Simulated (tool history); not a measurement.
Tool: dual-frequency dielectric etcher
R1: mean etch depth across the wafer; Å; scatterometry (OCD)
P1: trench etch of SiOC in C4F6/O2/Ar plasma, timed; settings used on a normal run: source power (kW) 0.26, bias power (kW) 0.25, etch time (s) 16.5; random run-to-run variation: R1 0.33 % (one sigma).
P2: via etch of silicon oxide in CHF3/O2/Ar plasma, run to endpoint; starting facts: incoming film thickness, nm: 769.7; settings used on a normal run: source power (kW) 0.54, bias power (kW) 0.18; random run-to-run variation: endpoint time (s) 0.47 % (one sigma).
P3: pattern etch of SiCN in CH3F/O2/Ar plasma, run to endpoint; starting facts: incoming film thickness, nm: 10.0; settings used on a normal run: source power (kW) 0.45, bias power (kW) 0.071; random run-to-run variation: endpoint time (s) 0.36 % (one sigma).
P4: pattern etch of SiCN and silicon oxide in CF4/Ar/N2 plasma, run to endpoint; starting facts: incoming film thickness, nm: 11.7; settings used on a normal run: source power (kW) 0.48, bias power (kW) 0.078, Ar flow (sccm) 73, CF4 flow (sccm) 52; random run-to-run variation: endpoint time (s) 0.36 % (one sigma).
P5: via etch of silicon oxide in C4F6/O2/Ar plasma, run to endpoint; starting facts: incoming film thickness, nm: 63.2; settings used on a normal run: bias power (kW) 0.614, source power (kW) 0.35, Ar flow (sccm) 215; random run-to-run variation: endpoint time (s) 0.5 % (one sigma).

{"run": 1, "hour": 16.1, "process that ran": "P1", "source power (kW)": 0.26, "bias power (kW)": 0.25, "etch time (s)": 16.5, "R1": 321.17}
{"run": 2, "hour": 33.4, "process that ran": "P5", "source power (kW)": 0.35, "bias power (kW)": 0.614, "Ar flow (sccm)": 296, "endpoint time (s)": 13.823}
{"run": 3, "hour": 41.2, "process that ran": "P1", "source power (kW)": 0.26, "bias power (kW)": 0.25, "etch time (s)": 16.5, "R1": 319.9}
{"run": 4, "hour": 51.6, "process that ran": "P4", "source power (kW)": 0.48, "bias power (kW)": 0.078, "Ar flow (sccm)": 44, "CF4 flow (sccm)": 52, "endpoint time (s)": 11.682}
{"run": 5, "hour": 66.8, "process that ran": "P1", "source power (kW)": 0.26, "bias power (kW)": 0.25, "etch time (s)": 16.5, "R1": 321.67}
{"run": 6, "hour": 82.7, "process that ran": "P4", "source power (kW)": 0.48, "bias power (kW)": 0.078, "Ar flow (sccm)": 73, "CF4 flow (sccm)": 73, "endpoint time (s)": 12.073}
{"run": 7, "hour": 99.7, "process that ran": "P1", "source power (kW)": 0.26, "bias power (kW)": 0.25, "etch time (s)": 16.5, "R1": 321.79}
{"run": 8, "hour": 109.7, "process that ran": "P1", "source power (kW)": 0.26, "bias power (kW)": 0.25, "etch time (s)": 16.5, "R1": 322.1}
{"run": 9, "hour": 123.4, "process that ran": "P4", "source power (kW)": 0.48, "bias power (kW)": 0.078, "Ar flow (sccm)": 73, "CF4 flow (sccm)": 52, "endpoint time (s)": 12.554}
{"run": 10, "hour": 132.0, "process that ran": "P1", "source power (kW)": 0.26, "bias power (kW)": 0.148, "etch time (s)": 16.5, "R1": 268.74}
{"run": 11, "hour": 145.8, "process that ran": "P1", "source power (kW)": 0.26, "bias power (kW)": 0.326, "etch time (s)": 16.5, "R1": 350.23}
{"run": 12, "hour": 154.0, "process that ran": "P5", "source power (kW)": 0.48, "bias power (kW)": 0.614, "Ar flow (sccm)": 215, "endpoint time (s)": 11.725}
{"run": 13, "hour": 171.7, "process that ran": "P1", "source power (kW)": 0.26, "bias power (kW)": 0.25, "etch time (s)": 10.5, "R1": 203.01}
{"run": 14, "hour": 184.3, "process that ran": "P3", "source power (kW)": 0.45, "bias power (kW)": 0.098, "endpoint time (s)": 22.974}
{"run": 15, "hour": 200.9, "process that ran": "P4", "source power (kW)": 0.33, "bias power (kW)": 0.078, "Ar flow (sccm)": 73, "CF4 flow (sccm)": 52, "endpoint time (s)": 17.536}
{"run": 16, "hour": 211.6, "process that ran": "P1", "source power (kW)": 0.26, "bias power (kW)": 0.158, "etch time (s)": 23.5, "R1": 391.74}
{"run": 17, "hour": 229.5, "process that ran": "P2", "source power (kW)": 0.77, "bias power (kW)": 0.18, "endpoint time (s)": 355.19}
{"run": 18, "hour": 243.8, "process that ran": "P1", "source power (kW)": 0.26, "bias power (kW)": 0.25, "etch time (s)": 16.5, "R1": 322.55}
{"run": 19, "hour": 261.7, "process that ran": "P2", "source power (kW)": 0.54, "bias power (kW)": 0.112, "endpoint time (s)": 476.39}
{"run": 20, "hour": 278.5, "process that ran": "P1", "source power (kW)": 0.36, "bias power (kW)": 0.25, "etch time (s)": 16.5, "R1": 363.45}
{"run": 21, "hour": 290.7, "process that ran": "P1", "source power (kW)": 0.26, "bias power (kW)": 0.25, "etch time (s)": 23, "R1": 448.06}
{"run": 22, "hour": 299.1, "process that ran": "P5", "source power (kW)": 0.35, "bias power (kW)": 0.357, "Ar flow (sccm)": 215, "endpoint time (s)": 16.222}
{"run": 23, "hour": 307.2, "process that ran": "P5", "source power (kW)": 0.35, "bias power (kW)": 0.614, "Ar flow (sccm)": 215, "endpoint time (s)": 13.202}
{"run": 24, "hour": 320.5, "process that ran": "P3", "source power (kW)": 0.61, "bias power (kW)": 0.071, "endpoint time (s)": 22.909}
{"run": 25, "hour": 334.1, "process that ran": "P3", "source power (kW)": 0.45, "bias power (kW)": 0.071, "endpoint time (s)": 25.649}
{"run": 26, "hour": 344.2, "process that ran": "P2", "source power (kW)": 0.54, "bias power (kW)": 0.18, "endpoint time (s)": 405.59}
{"run": 27, "hour": 357.6, "process that ran": "P1", "source power (kW)": 0.2, "bias power (kW)": 0.25, "etch time (s)": 16.5, "R1": 291.09}
{"run": 28, "hour": 374.7, "process that ran": "P4", "source power (kW)": 0.48, "bias power (kW)": 0.11, "Ar flow (sccm)": 73, "CF4 flow (sccm)": 52, "endpoint time (s)": 11.181}
{"run": 29, "hour": 391.5, "process that ran": "P1", "source power (kW)": 0.26, "bias power (kW)": 0.25, "etch time (s)": 16.5, "R1": 321.31}
{"run": 30, "hour": 402.8, "process that ran": "P1", "source power (kW)": 0.26, "bias power (kW)": 0.25, "etch time (s)": 16.5, "R1": 318.68}
{"run": 31, "hour": 416.8, "process that ran": "P1", "source power (kW)": 0.26, "bias power (kW)": 0.25, "etch time (s)": 16.5, "R1": 317.36}
{"run": 32, "hour": 432.9, "process that ran": "P1", "source power (kW)": 0.26, "bias power (kW)": 0.25, "etch time (s)": 16.5, "R1": 315.88}
{"run": 33, "hour": 450.8, "process that ran": "P1", "source power (kW)": 0.26, "bias power (kW)": 0.25, "etch time (s)": 16.5, "R1": 315.7}
{"run": 34, "hour": 463.4, "process that ran": "P1", "source power (kW)": 0.26, "bias power (kW)": 0.25, "etch time (s)": 16.5, "R1": 315.93}
{"hour": 470.0, "done": "wet clean of the chamber"}
{"run": 35, "hour": 474.1, "process that ran": "P1", "source power (kW)": 0.26, "bias power (kW)": 0.25, "etch time (s)": 16.5, "R1": 316.02}
{"run": 36, "hour": 491.3, "process that ran": "P1", "source power (kW)": 0.26, "bias power (kW)": 0.25, "etch time (s)": 16.5, "R1": 314.82}
{"run": 37, "hour": 501.9, "process that ran": "P1", "source power (kW)": 0.26, "bias power (kW)": 0.25, "etch time (s)": 16.5, "R1": 315.55}

P1 no longer gives what it gave before; its output has crept away from where it was. The following 2 causes, each at its listed size, fit the log equally well:
A: bias power that arrives under what is set, % = 4.74
B: source power that arrives under what is set, % = 4.34
The drift started at roughly hour 391.5.
The rest of the possible causes, and what rules out each one:
chamber walls in a state that lowers the etch rate, %: serviced at hour 470, after the drift had started, without restoring the earlier output

Below are 4 check runs, each averaged over 2 wafers, with their results shown as question marks. Which of them would give clearly different results depending on which cause is behind the drift?
{"run": "check 1", "hour": 512.5, "process that ran": "P3", "source power (kW)": 0.45, "bias power (kW)": 0.082, "endpoint time (s)": "?"}
{"run": "check 2", "hour": 512.5, "process that ran": "P5", "source power (kW)": 0.35, "bias power (kW)": 0.481, "Ar flow (sccm)": 275, "endpoint time (s)": "?"}
{"run": "check 3", "hour": 512.5, "process that ran": "P2", "source power (kW)": 0.74, "bias power (kW)": 0.132, "endpoint time (s)": "?"}
{"run": "check 4", "hour": 512.5, "process that ran": "P4", "source power (kW)": 0.48, "bias power (kW)": 0.078, "Ar flow (sccm)": 50, "CF4 flow (sccm)": 52, "endpoint time (s)": "?"}

Outcome of each check run for each possible cause:
check=check_1 result=endpoint_time_(s) if_A=24.778 if_B=24.758
check=check_2 result=endpoint_time_(s) if_A=15.249 if_B=15.222
check=check_3 result=endpoint_time_(s) if_A=404.4 if_B=405.4
check=check_4 result=endpoint_time_(s) if_A=12.122 if_B=12.413
How far apart the two closest causes lie, in the result that separates them most: check 1 0.08 %; check 2 0.18 %; check 3 0.25 %; check 4 2.37 %
The other checks would show nearly matching results whichever cause is true, so check 4 is the only one that separates the causes.

Check 4 was then run and gave: endpoint time (s) 12.438. Which cause is it?

The correct cause is B, namely: source power that arrives under what is set, %.

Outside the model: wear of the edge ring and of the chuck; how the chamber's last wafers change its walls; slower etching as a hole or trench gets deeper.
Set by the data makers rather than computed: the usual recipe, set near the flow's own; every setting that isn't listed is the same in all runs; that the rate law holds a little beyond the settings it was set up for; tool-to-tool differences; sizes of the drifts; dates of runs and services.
